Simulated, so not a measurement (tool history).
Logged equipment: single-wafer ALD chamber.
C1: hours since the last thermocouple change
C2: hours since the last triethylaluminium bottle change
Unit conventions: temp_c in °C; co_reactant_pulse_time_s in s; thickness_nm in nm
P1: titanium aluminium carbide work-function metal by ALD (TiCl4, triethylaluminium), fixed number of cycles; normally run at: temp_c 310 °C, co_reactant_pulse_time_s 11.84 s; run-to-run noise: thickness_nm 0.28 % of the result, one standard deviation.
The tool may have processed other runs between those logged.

{"run": 1, "hour": 5.6, "temp_c": 310, "co_reactant_pulse_time_s": 11.84, "C1": 696.7, "C2": 473.8, "thickness_nm": 2.1293}
{"run": 2, "hour": 12.6, "temp_c": 310, "co_reactant_pulse_time_s": 11.84, "C1": 703.7, "C2": 480.8, "thickness_nm": 2.1424}
{"run": 3, "hour": 18.8, "temp_c": 310, "co_reactant_pulse_time_s": 15.86, "C1": 709.9, "C2": 487, "thickness_nm": 2.1719}
{"run": 4, "hour": 24.2, "temp_c": 297, "co_reactant_pulse_time_s": 4.88, "C1": 715.3, "C2": 492.4, "thickness_nm": 1.6842}
{"run": 5, "hour": 28.6, "temp_c": 310, "co_reactant_pulse_time_s": 11.84, "C1": 719.7, "C2": 496.8, "thickness_nm": 2.1284}
{"run": 6, "hour": 34.4, "temp_c": 310, "co_reactant_pulse_time_s": 11.84, "C1": 725.5, "C2": 502.6, "thickness_nm": 2.1405}
{"run": 7, "hour": 38.4, "temp_c": 310, "co_reactant_pulse_time_s": 5.33, "C1": 729.5, "C2": 506.6, "thickness_nm": 1.8224}
{"run": 8, "hour": 43.6, "temp_c": 290, "co_reactant_pulse_time_s": 11.84, "C1": 734.7, "C2": 511.8, "thickness_nm": 1.953}
{"run": 9, "hour": 48.3, "temp_c": 334, "co_reactant_pulse_time_s": 16.14, "C1": 739.4, "C2": 516.5, "thickness_nm": 2.3851}
{"run": 10, "hour": 53.9, "temp_c": 328, "co_reactant_pulse_time_s": 11.84, "C1": 745, "C2": 522.1, "thickness_nm": 2.3009}
{"run": 11, "hour": 58.2, "temp_c": 310, "co_reactant_pulse_time_s": 11.84, "C1": 749.3, "C2": 526.4, "thickness_nm": 2.1471}
{"run": 12, "hour": 62.7, "temp_c": 310, "co_reactant_pulse_time_s": 11.84, "C1": 753.8, "C2": 530.9, "thickness_nm": 2.1435}
{"run": 13, "hour": 68.7, "temp_c": 310, "co_reactant_pulse_time_s": 11.84, "C1": 759.8, "C2": 536.9, "thickness_nm": 2.1271}
{"run": 14, "hour": 74.4, "temp_c": 310, "co_reactant_pulse_time_s": 11.84, "C1": 765.5, "C2": 542.6, "thickness_nm": 2.1236}
{"run": 15, "hour": 80.1, "temp_c": 310, "co_reactant_pulse_time_s": 11.84, "C1": 771.2, "C2": 548.3, "thickness_nm": 2.1151}

Run 16 is up next; what results do you expect?
{"run": 16, "hour": 87.0, "temp_c": 310, "co_reactant_pulse_time_s": 11.84, "C1": 778.1, "C2": 555.2, "thickness_nm": "?"}

{"run 16": {"thickness_nm": 2.1127}}

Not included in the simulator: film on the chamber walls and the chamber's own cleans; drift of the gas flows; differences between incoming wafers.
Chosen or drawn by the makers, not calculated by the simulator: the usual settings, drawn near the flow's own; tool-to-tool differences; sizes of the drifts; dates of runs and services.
